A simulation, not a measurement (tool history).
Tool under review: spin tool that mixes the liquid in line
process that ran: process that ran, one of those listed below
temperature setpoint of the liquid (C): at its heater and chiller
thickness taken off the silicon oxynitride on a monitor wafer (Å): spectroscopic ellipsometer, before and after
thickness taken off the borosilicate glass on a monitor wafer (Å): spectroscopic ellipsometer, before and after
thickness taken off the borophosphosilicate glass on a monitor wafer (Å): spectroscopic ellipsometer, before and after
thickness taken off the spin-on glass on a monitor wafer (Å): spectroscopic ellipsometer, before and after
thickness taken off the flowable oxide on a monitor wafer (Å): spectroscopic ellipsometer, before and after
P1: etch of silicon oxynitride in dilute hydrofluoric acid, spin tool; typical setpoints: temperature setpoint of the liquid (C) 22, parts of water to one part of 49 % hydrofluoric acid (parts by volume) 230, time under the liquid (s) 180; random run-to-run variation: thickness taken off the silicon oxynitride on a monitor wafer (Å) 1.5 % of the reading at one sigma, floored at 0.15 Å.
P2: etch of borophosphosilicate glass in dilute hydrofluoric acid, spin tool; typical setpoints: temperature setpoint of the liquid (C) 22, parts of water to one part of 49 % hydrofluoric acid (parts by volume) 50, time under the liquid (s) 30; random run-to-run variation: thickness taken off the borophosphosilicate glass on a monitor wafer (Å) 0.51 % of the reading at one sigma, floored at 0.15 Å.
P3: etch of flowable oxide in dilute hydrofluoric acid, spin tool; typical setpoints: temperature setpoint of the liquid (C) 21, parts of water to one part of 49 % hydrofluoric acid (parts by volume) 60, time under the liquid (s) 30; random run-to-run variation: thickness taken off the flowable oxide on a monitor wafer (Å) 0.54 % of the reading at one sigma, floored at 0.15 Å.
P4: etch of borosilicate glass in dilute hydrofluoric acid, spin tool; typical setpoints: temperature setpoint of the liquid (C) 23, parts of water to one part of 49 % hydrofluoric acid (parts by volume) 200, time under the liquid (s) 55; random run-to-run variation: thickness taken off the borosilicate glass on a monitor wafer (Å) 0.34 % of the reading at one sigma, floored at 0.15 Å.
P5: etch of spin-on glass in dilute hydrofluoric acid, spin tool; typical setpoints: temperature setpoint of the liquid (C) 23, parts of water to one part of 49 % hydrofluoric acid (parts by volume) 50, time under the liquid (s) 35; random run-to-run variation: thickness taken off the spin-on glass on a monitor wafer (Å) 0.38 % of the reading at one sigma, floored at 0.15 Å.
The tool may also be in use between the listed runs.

run	hour	process that ran	temperature setpoint of the liquid (C)	parts of water to one part of 49 % hydrofluoric acid (parts by volume)	time under the liquid (s)	hours since the thermometer was replaced	hours since the hydrofluoric acid flow meter was replaced	thickness taken off the silicon oxynitride on a monitor wafer (Å)	thickness taken off the borosilicate glass on a monitor wafer (Å)	thickness taken off the borophosphosilicate glass on a monitor wafer (Å)	thickness taken off the spin-on glass on a monitor wafer (Å)	thickness taken off the flowable oxide on a monitor wafer (Å)
1	7.5	P1	22	230	180	541.4	807.2	13.155				
2	11.6	P4	19	200	55	545.5	811.3		55.693			
3	18.1	P2	22	50	30	552	817.8			209.49		
4	22.8	P1	22	350	25	556.7	822.5	1.191				
5	29.1	P1	22	230	180	563	828.8	13.646				
6	36	P4	23	200	55	569.9	835.7		65.342			
7	41.3	P5	28.5	50	35	575.2	841				569.93	
8	47.4	P5	23	50	15	581.3	847.1				195.83	
9	54	P1	22	230	180	587.9	853.7	13.14				
10	58.8	P1	17	230	320	592.7	858.5	18.871				
11	63.5	P5	23	50	35	597.4	863.2				458.31	
12	67.2	P4	23	200	55	601.1	866.9		65.394			
13	73.6	P3	21	60	30	607.5	873.3					134.27
14	79.5	P3	21	60	30	613.4	879.2					133.72
15	86.4	P5	23	20	35	620.3	886.1				1189.7	
16	93.7	P2	22	50	30	627.6	893.4			207.25		
17	97.2	P1	22	230	335	631.1	896.9	25.244				
18	101.8	P1	22	230	65	635.7	901.5	4.9134				
19	105.6	P4	23	200	15	639.5	905.3		17.572			
20	110	P4	23	350	55	643.9	909.7		32.144			
21	113.4	P2	22	20	30	647.3	913.1			546.96		
22	118.1	P1	22	405	180	652	917.8	6.851				
23	123.5	P1	17	230	180	657.4	923.2	10.554				
24	129.3	P3	21	30	30	663.2	929					277.75
25	136	P1	22	230	180	669.9	935.7	13.209				

Estimate the outcome of run 26 from the log above:
26	140.4	P1	22	230	180	674.3	940.1	?				

{"run 26": {"thickness taken off the silicon oxynitride on a monitor wafer (Å)": 13.321}}

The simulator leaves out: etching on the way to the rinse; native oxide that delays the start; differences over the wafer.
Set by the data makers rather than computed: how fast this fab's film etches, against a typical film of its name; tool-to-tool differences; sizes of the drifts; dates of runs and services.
